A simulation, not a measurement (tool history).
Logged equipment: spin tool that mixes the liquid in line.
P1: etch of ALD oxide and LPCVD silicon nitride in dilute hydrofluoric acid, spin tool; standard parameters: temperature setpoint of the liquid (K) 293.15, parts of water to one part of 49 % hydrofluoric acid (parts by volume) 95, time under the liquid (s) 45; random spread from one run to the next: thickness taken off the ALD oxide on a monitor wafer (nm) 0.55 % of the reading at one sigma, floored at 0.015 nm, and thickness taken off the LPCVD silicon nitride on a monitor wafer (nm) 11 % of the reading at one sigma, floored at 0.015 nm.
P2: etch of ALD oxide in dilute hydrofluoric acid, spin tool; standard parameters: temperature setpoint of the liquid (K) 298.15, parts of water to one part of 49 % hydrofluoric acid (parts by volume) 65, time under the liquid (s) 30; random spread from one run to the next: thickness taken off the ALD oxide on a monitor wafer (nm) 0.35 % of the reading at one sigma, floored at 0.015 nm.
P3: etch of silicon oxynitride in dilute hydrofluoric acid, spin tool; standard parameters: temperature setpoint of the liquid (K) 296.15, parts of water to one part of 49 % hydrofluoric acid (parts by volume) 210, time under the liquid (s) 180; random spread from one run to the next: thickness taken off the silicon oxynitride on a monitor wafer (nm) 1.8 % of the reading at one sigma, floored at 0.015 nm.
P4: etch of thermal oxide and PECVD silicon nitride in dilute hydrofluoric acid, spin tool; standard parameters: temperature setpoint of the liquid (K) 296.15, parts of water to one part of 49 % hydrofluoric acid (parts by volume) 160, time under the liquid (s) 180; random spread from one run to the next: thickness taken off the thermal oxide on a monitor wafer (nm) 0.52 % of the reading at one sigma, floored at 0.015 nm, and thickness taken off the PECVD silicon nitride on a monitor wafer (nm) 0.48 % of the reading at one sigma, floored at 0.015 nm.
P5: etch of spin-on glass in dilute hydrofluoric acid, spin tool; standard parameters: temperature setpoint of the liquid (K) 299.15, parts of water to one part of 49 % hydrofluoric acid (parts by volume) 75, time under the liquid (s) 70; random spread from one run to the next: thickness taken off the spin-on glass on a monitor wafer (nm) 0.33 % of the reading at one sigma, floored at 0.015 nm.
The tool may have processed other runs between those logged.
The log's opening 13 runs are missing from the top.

| run | hour | process that ran | temperature setpoint of the liquid (K) | parts of water to one part of 49 % hydrofluoric acid (parts by volume) | time under the liquid (s) | hours since the thermometer was replaced | hours since the hydrofluoric acid flow meter was replaced | thickness taken off the ALD oxide on a monitor wafer (nm) | thickness taken off the LPCVD silicon nitride on a monitor wafer (nm) | thickness taken off the thermal oxide on a monitor wafer (nm) | thickness taken off the PECVD silicon nitride on a monitor wafer (nm) | thickness taken off the silicon oxynitride on a monitor wafer (nm) | thickness taken off the spin-on glass on a monitor wafer (nm) |
|---|---|---|---|---|---|---|---|---|---|---|---|---|---|
| 14 | 116.6 | P5 | 292.15 | 75 | 70 | 1936.9 | 690.5 |  |  |  |  |  | 44.119 |
|  | 120.5 | hydrofluoric acid flow meter replaced |
| 15 | 126.7 | P1 | 290.15 | 95 | 45 | 1947 | 6.2 | 7.3949 | 0.1504 |  |  |  |  |
| 16 | 135.6 | P4 | 303.65 | 160 | 180 | 1955.9 | 15.1 |  |  | 6.0499 | 9.4122 |  |  |
| 17 | 140.4 | P1 | 290.15 | 95 | 25 | 1960.7 | 19.9 | 4.1005 | 0.098636 |  |  |  |  |
| 18 | 145.4 | P1 | 293.15 | 95 | 20 | 1965.7 | 24.9 | 3.7426 | 0.078548 |  |  |  |  |
| 19 | 151.3 | P1 | 293.15 | 95 | 85 | 1971.6 | 30.8 | 15.973 | 0.31808 |  |  |  |  |
| 20 | 160.9 | P5 | 299.15 | 25 | 70 | 1981.2 | 40.4 |  |  |  |  |  | 188.09 |
| 21 | 166 | P1 | 293.15 | 95 | 45 | 1986.3 | 45.5 | 8.4677 | 0.16552 |  |  |  |  |
| 22 | 172.4 | P3 | 302.65 | 210 | 180 | 1992.7 | 51.9 |  |  |  |  | 1.9636 |  |
| 23 | 182.4 | P1 | 293.15 | 50 | 45 | 2002.7 | 61.9 | 16.96 | 0.38075 |  |  |  |  |
| 24 | 189.4 | P2 | 298.15 | 65 | 15 | 2009.7 | 68.9 | 4.4564 |  |  |  |  |  |
| 25 | 200 | P1 | 293.15 | 95 | 45 | 2020.3 | 79.5 | 8.4437 | 0.22055 |  |  |  |  |
| 26 | 207.9 | P1 | 293.15 | 95 | 45 | 2028.2 | 87.4 | 8.3925 | 0.20612 |  |  |  |  |
| 27 | 215 | P4 | 296.15 | 265 | 180 | 2035.3 | 94.5 |  |  | 2.4419 | 3.5958 |  |  |
| 28 | 222.9 | P5 | 299.15 | 75 | 70 | 2043.2 | 102.4 |  |  |  |  |  | 58.136 |
| 29 | 233.1 | P5 | 299.15 | 75 | 70 | 2053.4 | 112.6 |  |  |  |  |  | 58.91 |
| 30 | 240.1 | P3 | 296.15 | 210 | 365 | 2060.4 | 119.6 |  |  |  |  | 2.9395 |  |
| 31 | 249.5 | P2 | 290.15 | 65 | 30 | 2069.8 | 129 | 6.3905 |  |  |  |  |  |
| 32 | 254.2 | P1 | 293.15 | 95 | 45 | 2074.5 | 133.7 | 8.4413 | 0.16656 |  |  |  |  |
| 33 | 264.1 | P1 | 293.15 | 95 | 45 | 2084.4 | 143.6 | 8.6344 | 0.17904 |  |  |  |  |
| 34 | 269.1 | P1 | 293.15 | 95 | 45 | 2089.4 | 148.6 | 8.791 | 0.20701 |  |  |  |  |
| 35 | 279.4 | P1 | 293.15 | 95 | 45 | 2099.7 | 158.9 | 8.8933 | 0.22611 |  |  |  |  |
| 36 | 284.6 | P1 | 293.15 | 95 | 45 | 2104.9 | 164.1 | 8.9024 | 0.17528 |  |  |  |  |

What does the tool deliver on the next run?
| 37 | 292.8 | P1 | 293.15 | 95 | 45 | 2113.1 | 172.3 | ? | ? |  |  |  |  |

{"run 37": {"thickness taken off the ALD oxide on a monitor wafer (nm)": 8.9482, "thickness taken off the LPCVD silicon nitride on a monitor wafer (nm)": 0.23175}}
